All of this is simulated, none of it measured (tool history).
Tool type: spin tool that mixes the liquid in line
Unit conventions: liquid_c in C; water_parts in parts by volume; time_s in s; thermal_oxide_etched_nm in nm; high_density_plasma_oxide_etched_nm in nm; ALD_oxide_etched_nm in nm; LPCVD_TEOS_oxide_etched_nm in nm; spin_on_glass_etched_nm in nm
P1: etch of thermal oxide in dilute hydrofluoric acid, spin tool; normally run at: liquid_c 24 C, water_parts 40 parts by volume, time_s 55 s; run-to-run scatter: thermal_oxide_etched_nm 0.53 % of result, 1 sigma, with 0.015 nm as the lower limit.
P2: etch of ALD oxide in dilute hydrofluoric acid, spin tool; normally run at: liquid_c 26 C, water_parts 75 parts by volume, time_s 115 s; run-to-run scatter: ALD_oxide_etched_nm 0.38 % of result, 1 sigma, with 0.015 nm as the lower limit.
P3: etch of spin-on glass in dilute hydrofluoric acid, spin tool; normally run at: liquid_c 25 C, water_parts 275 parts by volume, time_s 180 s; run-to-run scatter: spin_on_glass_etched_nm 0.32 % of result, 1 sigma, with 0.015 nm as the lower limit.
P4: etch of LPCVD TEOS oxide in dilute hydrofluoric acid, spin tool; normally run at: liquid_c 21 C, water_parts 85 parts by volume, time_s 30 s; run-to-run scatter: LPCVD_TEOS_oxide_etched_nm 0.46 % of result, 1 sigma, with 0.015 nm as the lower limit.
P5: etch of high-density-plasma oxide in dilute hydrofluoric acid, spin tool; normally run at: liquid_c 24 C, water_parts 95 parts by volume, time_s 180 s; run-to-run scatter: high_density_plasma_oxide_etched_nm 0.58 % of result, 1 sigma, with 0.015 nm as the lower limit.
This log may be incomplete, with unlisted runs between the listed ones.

run	hour	process	liquid_c	water_parts	time_s	hours since the thermometer was replaced	hours since the hydrofluoric acid flow meter was replaced	thermal_oxide_etched_nm	high_density_plasma_oxide_etched_nm	ALD_oxide_etched_nm	LPCVD_TEOS_oxide_etched_nm	spin_on_glass_etched_nm
1	9.7	P1	24	40	55	771.4	508.2	7.1869				
2	26.7	P5	24	160	180	788.4	525.2		6.2527			
3	38.6	P5	19.5	95	180	800.3	537.1		9.3933			
4	48.7	P2	26	75	115	810.4	547.2			56.239		
5	65.8	P1	24	40	55	827.5	564.3	7.2331				
6	77.9	P2	26	135	115	839.6	576.4			28.995		
7	91	P2	26	75	50	852.7	589.5			24.387		
8	108.4	P1	19.5	40	55	870.1	606.9	5.9711				
9	125.2	P1	24	40	15	886.9	623.7	1.9269				
10	138	P4	21	85	50	899.7	636.5				11.196	
11	151.8	P4	17	85	30	913.5	650.3				5.6966	
12	166.6	P1	29.5	40	85	928.3	665.1	13.884				
13	180.2	P1	24	25	15	941.9	678.7	3.2512				
14	189.8	P2	26	75	115	951.5	688.3			56.405		
15	206.5	P1	24	40	55	968.2	705	7.1697				
16	214.4	P3	25	275	330	976.1	712.9					21.39
17	223.7	P5	24	95	275	985.4	722.2		17.201			
18	239.9	P2	30	75	115	1001.6	738.4			65.438		
19	249.8	P3	20.5	275	180	1011.5	748.3					9.9117
20	267.3	P4	21	120	30	1029	765.8				4.5653	
21	277.8	P1	24	20	55	1039.5	776.3	14.871				
22	288.6	P1	24	40	105	1050.3	787.1	13.704				
23	300.2	P5	24	95	180	1061.9	798.7		11.374			
24	314.1	P1	24	70	90	1075.8	812.6	6.4836				
25	323.1	P1	24	40	55	1084.8	821.6	7.1615				
26	335	P4	21	85	30	1096.7	833.5				6.7782	
27	344.1	P5	24	95	180	1105.8	842.6		11.35			
28	361.3	P1	24	40	55	1123	859.8	7.2404				
29	372	P1	24	40	55	1133.7	870.5	7.2003				
30	388.4	P3	25	275	180	1150.1	886.9					11.542
31	402.7	P1	28	40	55	1164.4	901.2	8.5342				
32	414.6	P3	25	505	180	1176.3	913.1					5.0981
33	430	P1	24	55	55	1191.7	928.5	5.1717				
34	439.1	P4	21	85	30	1200.8	937.6				6.693	
35	455.1	P1	24	40	55	1216.8	953.6	7.1887				
36	465.3	P1	24	40	55	1227	963.8	7.3629				
37	480.5	P1	24	40	55	1242.2	979	7.5838				
38	495.6	P1	24	40	55	1257.3	994.1	7.5911				
39	513.6	P1	24	40	55	1275.3	1012.1	7.647				
40	526.1	P1	24	40	55	1287.8	1024.6	7.7446				

The next listed run, before its measurement:
41	539	P1	24	40	55	1300.7	1037.5	?				

thermal_oxide_etched_nm: 7.8449 nm

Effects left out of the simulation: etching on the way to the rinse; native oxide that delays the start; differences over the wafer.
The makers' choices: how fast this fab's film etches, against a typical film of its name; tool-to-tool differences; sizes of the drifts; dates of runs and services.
